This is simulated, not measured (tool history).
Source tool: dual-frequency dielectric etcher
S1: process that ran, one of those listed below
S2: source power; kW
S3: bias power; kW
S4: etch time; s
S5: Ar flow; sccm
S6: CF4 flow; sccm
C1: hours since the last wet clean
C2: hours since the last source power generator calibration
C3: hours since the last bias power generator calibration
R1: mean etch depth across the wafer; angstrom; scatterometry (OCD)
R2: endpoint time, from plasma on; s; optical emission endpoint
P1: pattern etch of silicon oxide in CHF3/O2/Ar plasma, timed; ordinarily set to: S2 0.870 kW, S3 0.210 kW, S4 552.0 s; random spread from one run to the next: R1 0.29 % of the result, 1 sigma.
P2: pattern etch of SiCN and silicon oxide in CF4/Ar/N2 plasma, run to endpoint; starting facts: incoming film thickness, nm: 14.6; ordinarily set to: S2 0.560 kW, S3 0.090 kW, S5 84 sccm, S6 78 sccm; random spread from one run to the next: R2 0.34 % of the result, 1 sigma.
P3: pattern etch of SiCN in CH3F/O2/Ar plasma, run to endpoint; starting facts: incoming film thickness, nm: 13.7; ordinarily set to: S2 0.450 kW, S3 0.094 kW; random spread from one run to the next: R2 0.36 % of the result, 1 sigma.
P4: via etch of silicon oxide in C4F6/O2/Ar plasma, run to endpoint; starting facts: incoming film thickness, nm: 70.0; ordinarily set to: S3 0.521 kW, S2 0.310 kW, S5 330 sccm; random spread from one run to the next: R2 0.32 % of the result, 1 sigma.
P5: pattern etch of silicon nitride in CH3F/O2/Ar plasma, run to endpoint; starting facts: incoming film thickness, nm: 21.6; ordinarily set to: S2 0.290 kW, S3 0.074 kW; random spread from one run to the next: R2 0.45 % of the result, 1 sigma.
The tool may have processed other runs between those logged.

run 1 hour=18.2 | S1=P1 S2=0.870 S3=0.210 S4=552.0 | C1=105.3 C2=524.2 C3=836.0 | R1=13203.0
run 2 hour=32.2 | S1=P4 S2=0.190 S3=0.521 S5=330 | C1=119.3 C2=538.2 C3=850.0 | R2=19.8090
run 3 hour=47.2 | S1=P5 S2=0.290 S3=0.074 | C1=134.3 C2=553.2 C3=865.0 | R2=34.6820
run 4 hour=62.6 | S1=P1 S2=0.600 S3=0.210 S4=385.5 | C1=149.7 C2=568.6 C3=880.4 | R1=7975.3
run 5 hour=77.8 | S1=P1 S2=0.870 S3=0.210 S4=552.0 | C1=164.9 C2=583.8 C3=895.6 | R1=13093.0
run 6 hour=91.2 | S1=P1 S2=0.870 S3=0.210 S4=817.0 | C1=178.3 C2=597.2 C3=909.0 | R1=19459.0
run 7 hour=108.2 | S1=P1 S2=0.870 S3=0.210 S4=552.0 | C1=195.3 C2=614.2 C3=926.0 | R1=13189.0
run 8 hour=123.9 | S1=P3 S2=0.450 S3=0.058 | C1=211.0 C2=629.9 C3=941.7 | R2=38.3460
run 9 hour=133.9 | S1=P2 S2=0.770 S3=0.090 S5=84 S6=78 | C1=221.0 C2=639.9 C3=951.7 | R2=9.7475
run 10 hour=145.2 | S1=P1 S2=0.870 S3=0.264 S4=552.0 | C1=232.3 C2=651.2 C3=963.0 | R1=14201.0
run 11 hour=159.6 | S1=P2 S2=0.560 S3=0.058 S5=84 S6=78 | C1=246.7 C2=665.6 C3=977.4 | R2=14.7500
run 12 hour=174.1 | S1=P1 S2=1.180 S3=0.210 S4=552.0 | C1=261.2 C2=680.1 C3=991.9 | R1=14761.0
run 13 hour=184.0 | S1=P1 S2=0.870 S3=0.176 S4=429.0 | C1=271.1 C2=690.0 C3=1001.8 | R1=9596.5
run 14 hour=197.0 | S1=P2 S2=0.560 S3=0.090 S5=84 S6=78 | C1=284.1 C2=703.0 C3=1014.8 | R2=12.8270
run 15 hour=206.9 | S1=P1 S2=0.670 S3=0.210 S4=552.0 | C1=294.0 C2=712.9 C3=1024.7 | R1=11839.0
run 16 hour=219.8 | S1=P4 S2=0.310 S3=0.708 S5=330 | C1=306.9 C2=725.8 C3=1037.6 | R2=14.7740
run 17 hour=229.4 | S1=P3 S2=0.450 S3=0.094 | C1=316.5 C2=735.4 C3=1047.2 | R2=32.1470
run 18 hour=238.3 | S1=P2 S2=0.560 S3=0.090 S5=62 S6=78 | C1=325.4 C2=744.3 C3=1056.1 | R2=12.3800
run 19 hour=250.5 | S1=P1 S2=0.870 S3=0.210 S4=552.0 | C1=337.6 C2=756.5 C3=1068.3 | R1=13098.0
run 20 hour=262.9 | S1=P5 S2=0.180 S3=0.074 | C1=350.0 C2=768.9 C3=1080.7 | R2=41.3540
run 21 hour=274.2 | S1=P1 S2=0.870 S3=0.143 S4=552.0 | C1=361.3 C2=780.2 C3=1092.0 | R1=11593.0
run 22 hour=287.2 | S1=P1 S2=0.870 S3=0.160 S4=731.0 | C1=374.3 C2=793.2 C3=1105.0 | R1=15866.0
run 23 hour=303.1 | S1=P4 S2=0.310 S3=0.521 S5=209 | C1=390.2 C2=809.1 C3=1120.9 | R2=15.8150
run 24 hour=312.3 | S1=P1 S2=0.870 S3=0.210 S4=552.0 | C1=399.4 C2=818.3 C3=1130.1 | R1=13176.0
run 25 hour=327.4 | S1=P2 S2=0.560 S3=0.090 S5=84 S6=102 | C1=414.5 C2=833.4 C3=1145.2 | R2=12.4540
run 26 hour=345.9 | S1=P1 S2=0.870 S3=0.210 S4=552.0 | C1=433.0 C2=851.9 C3=1163.7 | R1=13097.0
run 27 hour=363.2 | S1=P4 S2=0.310 S3=0.521 S5=330 | C1=450.3 C2=869.2 C3=1181.0 | R2=16.6180
run 28 hour=372.7 | S1=P3 S2=0.290 S3=0.094 | C1=459.8 C2=878.7 C3=1190.5 | R2=38.1040
run 29 hour=381.4 | S1=P1 S2=0.870 S3=0.210 S4=372.5 | C1=468.5 C2=887.4 C3=1199.2 | R1=8856.5
run 30 hour=395.7 | S1=P5 S2=0.290 S3=0.103 | C1=482.8 C2=901.7 C3=1213.5 | R2=30.5590
run 31 hour=408.9 | S1=P1 S2=0.870 S3=0.210 S4=552.0 | C1=496.0 C2=914.9 C3=1226.7 | R1=13121.0
run 32 hour=417.2 | S1=P1 S2=0.870 S3=0.210 S4=552.0 | C1=504.3 C2=923.2 C3=1235.0 | R1=13096.0
run 33 hour=435.5 | S1=P1 S2=0.870 S3=0.210 S4=552.0 | C1=522.6 C2=941.5 C3=1253.3 | R1=12922.0
run 34 hour=449.9 | S1=P1 S2=0.870 S3=0.210 S4=552.0 | C1=537.0 C2=955.9 C3=1267.7 | R1=12896.0
-- hour=457.8 wet clean of the chamber
run 35 hour=466.2 | S1=P1 S2=0.870 S3=0.210 S4=552.0 | C1=8.5 C2=972.2 C3=1284.0 | R1=12889.0
run 36 hour=477.1 | S1=P1 S2=0.870 S3=0.210 S4=552.0 | C1=19.4 C2=983.1 C3=1294.9 | R1=12884.0
run 37 hour=489.1 | S1=P1 S2=0.870 S3=0.210 S4=552.0 | C1=31.4 C2=995.1 C3=1306.9 | R1=12899.0
run 38 hour=497.2 | S1=P1 S2=0.870 S3=0.210 S4=552.0 | C1=39.5 C2=1003.2 C3=1315.0 | R1=12914.0

P1 no longer gives what it gave before; its output has crept away from where it was. The following 2 causes, each at its listed size, fit the log equally well:
A: bias power that arrives under what is set, % = 4.19
B: source power that arrives under what is set, % = 3.7
The creep began at about hour 408.9.
The rest of the possible causes, and what rules out each one:
chamber walls in a state that lowers the etch rate, %: work on it at hour 457.8, done after the drift set in, did not restore what the process gave before

The list below offers 4 check runs, each averaging the results of 2 wafers, and shows each result as a question mark. For which of them would the listed causes give clearly different results?
run check 1 hour=505.3 | S1=P5 S2=0.290 S3=0.096 | R2=?
run check 2 hour=505.3 | S1=P4 S2=0.200 S3=0.521 S5=330 | R2=?
run check 3 hour=505.3 | S1=P3 S2=0.300 S3=0.069 | R2=?
run check 4 hour=505.3 | S1=P2 S2=0.760 S3=0.090 S5=84 S6=98 | R2=?

Expected result of each check under each candidate cause:
check=check_1 result=R2 if_A=31.9090 if_B=31.8490
check=check_2 result=R2 if_A=19.9050 if_B=19.8490
check=check_3 result=R2 if_A=42.7940 if_B=42.7460
check=check_4 result=R2 if_A=9.6549 if_B=9.8500
Smallest distance between any two causes, each pair judged by its most separating result, in per cent: check 1 0.19 %; check 2 0.28 %; check 3 0.11 %; check 4 2 %
Only in check 4 would the causes give clearly different results; in the remaining checks their results would be nearly the same.

With check 4 done, the readings were: R2 9.6758 s. Identify which of the listed causes applies.

Of the candidate causes, it is A: bias power that arrives under what is set, %.
